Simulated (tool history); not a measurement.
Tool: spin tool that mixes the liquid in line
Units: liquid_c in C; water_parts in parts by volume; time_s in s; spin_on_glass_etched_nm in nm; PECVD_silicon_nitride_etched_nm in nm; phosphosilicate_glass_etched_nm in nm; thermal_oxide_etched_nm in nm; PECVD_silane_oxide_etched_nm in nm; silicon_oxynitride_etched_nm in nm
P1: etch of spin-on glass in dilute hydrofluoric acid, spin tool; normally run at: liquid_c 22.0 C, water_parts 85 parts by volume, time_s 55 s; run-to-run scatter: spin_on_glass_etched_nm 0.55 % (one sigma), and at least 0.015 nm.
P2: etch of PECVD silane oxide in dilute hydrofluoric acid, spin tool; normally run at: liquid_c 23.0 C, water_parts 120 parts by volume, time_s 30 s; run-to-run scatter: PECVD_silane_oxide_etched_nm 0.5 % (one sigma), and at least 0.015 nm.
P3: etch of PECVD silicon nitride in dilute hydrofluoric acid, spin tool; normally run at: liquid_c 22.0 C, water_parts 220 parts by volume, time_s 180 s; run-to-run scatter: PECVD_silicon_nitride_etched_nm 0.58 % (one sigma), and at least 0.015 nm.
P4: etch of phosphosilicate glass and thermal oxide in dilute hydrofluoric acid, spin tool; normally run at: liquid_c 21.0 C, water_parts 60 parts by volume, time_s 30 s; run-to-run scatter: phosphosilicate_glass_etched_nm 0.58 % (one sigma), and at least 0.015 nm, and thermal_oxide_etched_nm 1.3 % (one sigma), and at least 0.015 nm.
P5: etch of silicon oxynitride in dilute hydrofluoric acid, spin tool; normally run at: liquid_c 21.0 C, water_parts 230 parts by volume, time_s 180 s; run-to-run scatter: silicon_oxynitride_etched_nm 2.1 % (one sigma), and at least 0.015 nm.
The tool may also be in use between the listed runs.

run	hour	process	liquid_c	water_parts	time_s	spin_on_glass_etched_nm	PECVD_silicon_nitride_etched_nm	phosphosilicate_glass_etched_nm	thermal_oxide_etched_nm	PECVD_silane_oxide_etched_nm	silicon_oxynitride_etched_nm
1	4.3	P1	22.0	85	55	40.701					
2	7.3	P3	22.0	60	180		13.1800				
3	10.9	P1	22.0	85	55	40.412					
4	15.1	P4	21.0	60	30			36.360	2.1272		
5	19.5	P4	29.0	60	30			50.016	2.9417		
6	24.3	P1	22.0	85	55	40.753					
7	27.2	P1	22.0	25	25	67.456					
8	30.4	P1	17.0	85	55	33.234					
9	34.2	P1	22.0	85	100	73.160					
10	36.9	P1	17.5	115	55	24.114					
11	41.5	P3	22.0	220	180		3.7121				
12	46.7	P1	22.0	85	20	14.900					
13	50.0	P1	22.0	55	55	65.720					
14	54.4	P4	21.0	60	15			18.036	1.0946		
15	59.0	P2	23.0	20	30					64.5550	
16	64.5	P2	17.0	120	30					7.4272	
17	69.8	P5	21.0	415	180						0.491890
18	73.3	P1	22.0	85	55	40.691					
19	76.0	P2	23.0	120	30					9.5245	
20	80.9	P1	22.0	85	55	40.596					
21	85.1	P2	23.0	120	30					9.5625	
22	87.8	P3	28.0	220	180		5.3545				
23	92.4	P5	28.0	230	180						1.416300
24	97.3	P4	21.0	60	30			36.167	2.1505		
25	100.0	P3	22.0	220	320		6.5918				
26	105.2	P3	22.0	220	180		3.7184				
27	108.1	P5	21.0	230	20						0.099667
28	111.3	P2	23.0	120	55					17.5170	
29	115.3	P5	21.0	230	180						1.007500
30	118.3	P1	27.5	85	55	50.671					
31	121.6	P1	22.0	135	55	24.253					
32	127.3	P4	21.0	100	30			20.832	1.2886		
33	132.3	P1	22.0	85	55	40.711					
34	137.1	P1	22.0	85	55	41.689					
35	141.4	P1	22.0	85	55	41.902					
36	144.7	P1	22.0	85	55	42.163					
37	150.5	P1	22.0	85	55	43.265					
38	154.8	P1	22.0	85	55	42.775					
39	158.7	P1	22.0	85	55	42.633					
40	162.1	P1	22.0	85	55	43.116					
41	166.3	P1	22.0	85	55	43.191					
42	170.0	P1	22.0	85	55	43.307					

What P1 gives has crept away from where it was. These 2 causes fit the log equally well, each at the size given:
A: liquid hotter than its thermometer reads (K) = 1.44
B: hydrofluoric acid flow above the setpoint (%) = 5.44
The creep began at about hour 132.3.

4 check runs are offered, each on 2 wafers whose results are averaged, their results left as question marks. Which one tells the causes apart?
check 1	173.7	P3	22.0	220	290		?				
check 2	173.7	P5	26.5	395	180						?
check 3	173.7	P4	28.0	95	30			?	?		
check 4	173.7	P2	17.0	120	30					?	

What each check would give under each cause:
check	result	if A	if B
check 1	PECVD_silicon_nitride_etched_nm	6.5332	6.2798
check 2	silicon_oxynitride_etched_nm	0.689660	0.697080
check 3	phosphosilicate_glass_etched_nm	30.686	30.833
check 3	thermal_oxide_etched_nm	1.8289	1.8377
check 4	PECVD_silane_oxide_etched_nm	7.9019	7.8986
How far apart the two closest causes lie, in the result that separates them most: check 1 3.96 %; check 2 1.07 %; check 3 0.48 %; check 4 0.04 %
Only check 1 tells the causes apart: in the others they would give nearly the same result.

Then check 1 was run and gave: PECVD_silicon_nitride_etched_nm 6.5412 nm. Which cause is it?

It is A: liquid hotter than its thermometer reads (K).
